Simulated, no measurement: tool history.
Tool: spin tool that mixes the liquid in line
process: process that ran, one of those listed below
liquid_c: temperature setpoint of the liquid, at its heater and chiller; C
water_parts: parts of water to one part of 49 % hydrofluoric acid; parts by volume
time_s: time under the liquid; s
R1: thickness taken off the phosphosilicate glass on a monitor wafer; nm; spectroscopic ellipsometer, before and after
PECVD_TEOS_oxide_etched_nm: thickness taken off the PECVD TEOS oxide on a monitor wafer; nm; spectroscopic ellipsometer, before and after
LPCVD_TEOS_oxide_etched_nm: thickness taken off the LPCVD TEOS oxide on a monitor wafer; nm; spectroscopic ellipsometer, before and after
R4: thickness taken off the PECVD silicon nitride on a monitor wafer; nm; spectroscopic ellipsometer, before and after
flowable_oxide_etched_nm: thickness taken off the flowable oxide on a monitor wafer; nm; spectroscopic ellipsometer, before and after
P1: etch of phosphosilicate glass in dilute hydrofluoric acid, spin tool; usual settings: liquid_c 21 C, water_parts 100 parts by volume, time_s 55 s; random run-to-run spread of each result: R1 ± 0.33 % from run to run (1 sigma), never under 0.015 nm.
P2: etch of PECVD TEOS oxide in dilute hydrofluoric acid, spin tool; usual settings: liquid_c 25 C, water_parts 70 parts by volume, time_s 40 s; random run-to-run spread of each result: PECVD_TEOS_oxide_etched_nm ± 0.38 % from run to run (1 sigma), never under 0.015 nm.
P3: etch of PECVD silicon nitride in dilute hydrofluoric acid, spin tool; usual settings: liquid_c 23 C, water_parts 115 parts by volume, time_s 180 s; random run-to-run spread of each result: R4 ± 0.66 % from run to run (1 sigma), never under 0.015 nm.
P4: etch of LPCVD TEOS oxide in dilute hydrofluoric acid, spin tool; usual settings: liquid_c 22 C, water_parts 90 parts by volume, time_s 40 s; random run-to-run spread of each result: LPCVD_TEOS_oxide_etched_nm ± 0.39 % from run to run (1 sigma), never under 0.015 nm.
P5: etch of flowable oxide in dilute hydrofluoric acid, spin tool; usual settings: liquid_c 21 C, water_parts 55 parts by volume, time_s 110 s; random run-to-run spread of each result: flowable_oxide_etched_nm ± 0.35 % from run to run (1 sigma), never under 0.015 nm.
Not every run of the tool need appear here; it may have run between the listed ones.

run 1 hour=15.5 | process=P1 liquid_c=21 water_parts=100 time_s=55 | R1=58.245
run 2 hour=31.7 | process=P2 liquid_c=25 water_parts=20 time_s=40 | PECVD_TEOS_oxide_etched_nm=61.503
run 3 hour=44.1 | process=P4 liquid_c=22 water_parts=90 time_s=40 | LPCVD_TEOS_oxide_etched_nm=23.325
run 4 hour=56.7 | process=P3 liquid_c=31.5 water_parts=115 time_s=180 | R4=5.8697
run 5 hour=66.8 | process=P1 liquid_c=21 water_parts=100 time_s=55 | R1=58.035
run 6 hour=76.2 | process=P1 liquid_c=21 water_parts=100 time_s=115 | R1=121.94
run 7 hour=87.4 | process=P5 liquid_c=21 water_parts=55 time_s=110 | flowable_oxide_etched_nm=39.982
run 8 hour=97.7 | process=P5 liquid_c=21 water_parts=55 time_s=110 | flowable_oxide_etched_nm=40.189
run 9 hour=108.9 | process=P5 liquid_c=17 water_parts=55 time_s=110 | flowable_oxide_etched_nm=33.659
-- hour=120.3 hydrofluoric acid flow meter replaced
run 10 hour=121 | process=P2 liquid_c=25 water_parts=70 time_s=40 | PECVD_TEOS_oxide_etched_nm=16.488
run 11 hour=135.9 | process=P2 liquid_c=33 water_parts=70 time_s=40 | PECVD_TEOS_oxide_etched_nm=22.517
run 12 hour=145.4 | process=P1 liquid_c=21 water_parts=45 time_s=80 | R1=199.45
run 13 hour=155.9 | process=P3 liquid_c=23 water_parts=115 time_s=180 | R4=3.4803
run 14 hour=168.7 | process=P4 liquid_c=22 water_parts=90 time_s=60 | LPCVD_TEOS_oxide_etched_nm=34.901
run 15 hour=178.3 | process=P3 liquid_c=23 water_parts=115 time_s=315 | R4=6.0471
run 16 hour=186.1 | process=P3 liquid_c=23 water_parts=115 time_s=180 | R4=3.3905
run 17 hour=202.9 | process=P5 liquid_c=21 water_parts=100 time_s=110 | flowable_oxide_etched_nm=20.915
run 18 hour=213.4 | process=P1 liquid_c=21 water_parts=100 time_s=55 | R1=58
run 19 hour=229.7 | process=P2 liquid_c=25 water_parts=70 time_s=15 | PECVD_TEOS_oxide_etched_nm=6.1448
run 20 hour=246.1 | process=P5 liquid_c=21 water_parts=55 time_s=185 | flowable_oxide_etched_nm=67.459
run 21 hour=259.7 | process=P1 liquid_c=17 water_parts=100 time_s=55 | R1=49.461
run 22 hour=271.8 | process=P1 liquid_c=21 water_parts=100 time_s=15 | R1=15.744
run 23 hour=287.3 | process=P1 liquid_c=21 water_parts=160 time_s=55 | R1=34.039
run 24 hour=300.9 | process=P1 liquid_c=21 water_parts=100 time_s=55 | R1=58.529
run 25 hour=315.9 | process=P1 liquid_c=21 water_parts=100 time_s=55 | R1=57.827
run 26 hour=323.8 | process=P3 liquid_c=23 water_parts=215 time_s=180 | R4=1.8587
run 27 hour=339.4 | process=P1 liquid_c=21 water_parts=100 time_s=55 | R1=58.229
run 28 hour=355.9 | process=P1 liquid_c=29 water_parts=100 time_s=55 | R1=79.66
run 29 hour=363.9 | process=P4 liquid_c=22 water_parts=40 time_s=40 | LPCVD_TEOS_oxide_etched_nm=55.99
run 30 hour=379 | process=P4 liquid_c=17 water_parts=90 time_s=40 | LPCVD_TEOS_oxide_etched_nm=19.071
run 31 hour=394.4 | process=P1 liquid_c=21 water_parts=35 time_s=55 | R1=179.27
run 32 hour=403.8 | process=P1 liquid_c=21 water_parts=100 time_s=55 | R1=58.015
run 33 hour=414.4 | process=P1 liquid_c=21 water_parts=100 time_s=55 | R1=59.533
run 34 hour=430.5 | process=P1 liquid_c=21 water_parts=100 time_s=55 | R1=61.162
run 35 hour=441.4 | process=P1 liquid_c=21 water_parts=100 time_s=55 | R1=61.834
run 36 hour=450.3 | process=P1 liquid_c=21 water_parts=100 time_s=55 | R1=62.64
run 37 hour=466.9 | process=P1 liquid_c=21 water_parts=100 time_s=55 | R1=62.964
run 38 hour=482 | process=P1 liquid_c=21 water_parts=100 time_s=55 | R1=63.169
run 39 hour=498.5 | process=P1 liquid_c=21 water_parts=100 time_s=55 | R1=63.765
run 40 hour=513.4 | process=P1 liquid_c=21 water_parts=100 time_s=55 | R1=64.159
run 41 hour=521.5 | process=P1 liquid_c=21 water_parts=100 time_s=55 | R1=63.968
run 42 hour=536.7 | process=P1 liquid_c=21 water_parts=100 time_s=55 | R1=63.81
run 43 hour=550.7 | process=P1 liquid_c=21 water_parts=100 time_s=55 | R1=63.948

The output of P1 has drifted from where it used to be. Each of the 2 causes below, taken at the size shown beside it, accounts for the log equally well:
A: liquid hotter than its thermometer reads (K) = 2.41
B: hydrofluoric acid flow above the setpoint (%) = 9.13
At approximately hour 403.8, the process output began to creep.

Of the 4 check runs below, each run on 2 wafers with the results averaged and each result still a question mark, which one would tell the listed causes apart?
run check 1 hour=564.7 | process=P4 liquid_c=17 water_parts=90 time_s=55 | LPCVD_TEOS_oxide_etched_nm=?
run check 2 hour=564.7 | process=P5 liquid_c=21 water_parts=100 time_s=110 | flowable_oxide_etched_nm=?
run check 3 hour=564.7 | process=P3 liquid_c=29.5 water_parts=210 time_s=180 | R4=?
run check 4 hour=564.7 | process=P2 liquid_c=32 water_parts=70 time_s=15 | PECVD_TEOS_oxide_etched_nm=?

What each check would give under each cause:
check=check_1 result=LPCVD_TEOS_oxide_etched_nm if_A=28.877 if_B=28.709
check=check_2 result=flowable_oxide_etched_nm if_A=22.96 if_B=22.96
check=check_3 result=R4 if_A=3.2563 if_B=3.0862
check=check_4 result=PECVD_TEOS_oxide_etched_nm if_A=8.8916 if_B=8.9478
Separation of the two closest causes in each check, using whichever result separates them best: check 1 0.58 %; check 2 0 %; check 3 5.36 %; check 4 0.63 %
Check 3 is the one run that separates the causes; every other check would come out nearly the same whichever cause is at work.

The results of check 3 are: R4 3.2591 nm. Based on these, which of the listed causes is it?

The cause is A: liquid hotter than its thermometer reads (K).
